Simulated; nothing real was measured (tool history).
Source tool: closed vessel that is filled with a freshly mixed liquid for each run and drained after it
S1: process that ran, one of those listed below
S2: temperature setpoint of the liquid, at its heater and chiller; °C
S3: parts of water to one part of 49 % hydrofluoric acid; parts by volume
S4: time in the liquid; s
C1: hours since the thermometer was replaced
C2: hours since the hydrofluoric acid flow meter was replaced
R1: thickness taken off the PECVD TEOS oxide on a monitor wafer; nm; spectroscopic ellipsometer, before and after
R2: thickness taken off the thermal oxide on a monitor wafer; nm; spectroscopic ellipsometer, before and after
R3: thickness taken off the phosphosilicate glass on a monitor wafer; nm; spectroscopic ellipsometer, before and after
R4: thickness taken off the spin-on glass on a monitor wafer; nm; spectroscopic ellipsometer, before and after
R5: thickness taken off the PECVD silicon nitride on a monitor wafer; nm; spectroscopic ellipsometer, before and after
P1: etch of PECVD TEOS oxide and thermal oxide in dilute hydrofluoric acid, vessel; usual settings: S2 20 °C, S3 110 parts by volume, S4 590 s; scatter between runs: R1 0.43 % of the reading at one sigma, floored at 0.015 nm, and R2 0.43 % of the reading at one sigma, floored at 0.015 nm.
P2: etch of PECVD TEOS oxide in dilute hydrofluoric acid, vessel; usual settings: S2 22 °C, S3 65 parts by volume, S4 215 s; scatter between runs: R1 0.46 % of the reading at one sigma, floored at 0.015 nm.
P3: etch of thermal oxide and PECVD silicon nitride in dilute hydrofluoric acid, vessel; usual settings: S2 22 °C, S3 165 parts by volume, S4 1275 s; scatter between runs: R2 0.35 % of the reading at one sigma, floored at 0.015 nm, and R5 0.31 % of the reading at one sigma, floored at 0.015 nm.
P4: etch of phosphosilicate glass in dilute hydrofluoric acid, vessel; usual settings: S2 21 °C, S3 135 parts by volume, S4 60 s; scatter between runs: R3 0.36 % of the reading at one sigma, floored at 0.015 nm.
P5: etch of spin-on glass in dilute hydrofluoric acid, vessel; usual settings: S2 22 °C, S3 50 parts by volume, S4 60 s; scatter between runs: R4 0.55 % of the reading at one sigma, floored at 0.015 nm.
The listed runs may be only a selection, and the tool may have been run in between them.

run,hour,S1,S2,S3,S4,C1,C2,R1,R2,R3,R4,R5
1,13,P1,20,110,590,312.2,1777.8,46.91,22.217,,,
2,19.3,P2,22,65,55,318.5,1784.1,10.008,,,,
3,33.2,P4,21,35,60,332.4,1798,,,237.17,,
4,41.4,P2,22,35,215,340.6,1806.2,74.484,,,,
5,51.2,P5,22,50,115,350.4,1816,,,,87.358,
6,61.2,P4,21,135,120,360.4,1826,,,110.05,,
7,73.5,P3,22,240,1275,372.7,1838.3,,21.102,,,13.224
8,82.9,P1,20,110,255,382.1,1847.7,20.433,9.6504,,,
9,92.1,P3,22,165,1275,391.3,1856.9,,32.965,,,19.214
10,101.3,P5,22,70,60,400.5,1866.1,,,,31.676,
11,111.1,P1,20,45,590,410.3,1875.9,123.19,58.733,,,
12,120.7,P2,17,65,215,419.9,1885.5,31.157,,,,
13,129,P2,22,65,215,428.2,1893.8,38.735,,,,
14,141.7,P1,20,110,1065,440.9,1906.5,84.715,40.101,,,
# hour 143: hydrofluoric acid flow meter replaced
15,151.5,P4,26,135,60,450.7,8.5,,,67.094,,
16,165,P1,20,175,590,464.2,22,27.805,12.997,,,
17,171.9,P1,20,110,590,471.1,28.9,47.142,22.226,,,
18,180.8,P5,17,50,60,480,37.8,,,,36.954,
19,190.1,P2,22,65,215,489.3,47.1,38.929,,,,
20,197,P5,22,50,60,496.2,54,,,,45.155,
21,207.4,P1,20,110,590,506.6,64.4,46.983,22.201,,,
22,219.9,P3,17,165,1275,519.1,76.9,,27.067,,,13.769
23,231.5,P1,17,110,590,530.7,88.5,41.631,19.626,,,
24,241.4,P1,20,110,590,540.6,98.4,47.128,22.213,,,
25,250.7,P1,26,110,590,549.9,107.7,59.625,28.48,,,
26,262.3,P1,20,110,590,561.5,119.3,47.221,22.043,,,
27,275.7,P4,21,135,60,574.9,132.7,,,55.387,,
28,287.5,P5,22,50,60,586.7,144.5,,,,45.747,
29,299.8,P3,22,165,100,599,156.8,,2.5793,,,1.5172
30,311.4,P1,25.5,185,590,610.6,168.4,31.756,15.062,,,
31,325.2,P1,20,110,590,624.4,182.2,46.859,22.402,,,
32,334.6,P1,20,110,590,633.8,191.6,48.248,22.684,,,
33,344.1,P1,20,110,590,643.3,201.1,48.546,23.072,,,
34,358.3,P1,20,110,590,657.5,215.3,49.477,23.186,,,
35,365,P1,20,110,590,664.2,222,49.535,23.461,,,
36,375.6,P1,20,110,590,674.8,232.6,49.924,23.766,,,
37,387,P1,20,110,590,686.2,244,50.09,23.575,,,
38,393.9,P1,20,110,590,693.1,250.9,50.33,23.989,,,
39,405.3,P1,20,110,590,704.5,262.3,50.23,23.769,,,
40,414.9,P1,20,110,590,714.1,271.9,50.386,23.879,,,
41,426.9,P1,20,110,590,726.1,283.9,50.594,23.725,,,
42,435.7,P1,20,110,590,734.9,292.7,50.328,23.727,,,

P1 no longer gives what it gave before; its output has crept away from where it was. The following 2 causes, each at its listed size, fit the log equally well:
A: liquid hotter than its thermometer reads (K) = 1.73
B: hydrofluoric acid flow above the setpoint (%) = 6.45
Onset of the creep was near hour 325.2.

The check runs listed below each take one wafer, and their results are still question marks. Under which run would the listed causes lead to clearly different results?
check 1,444.5,P4,21,60,100,,,,,?,,
check 2,444.5,P3,22,225,580,,,,?,,,?
check 3,444.5,P5,22,65,60,,,,,,?,
check 4,444.5,P2,22,50,215,,,?,,,,

If the cause were each of the candidates in turn, the checks would give the following:
check,result,if A,if B
check 1,R3,241.76,240.59
check 2,R2,11.073,11.212
check 2,R5,7.1816,6.8429
check 3,R4,37.168,37.034
check 4,R1,55.17,54.868
Gap, in per cent, between the two causes that each check separates least, read from the result that separates them most: check 1 0.49 %; check 2 4.83 %; check 3 0.36 %; check 4 0.55 %
Check 2 distinguishes between the causes, while the remaining checks would return nearly the same result for all of them.

Check 2 was carried out, with these results: R2 11.09 nm; R5 7.1981 nm. Which of the listed causes is responsible?

It was cause A: liquid hotter than its thermometer reads (K).
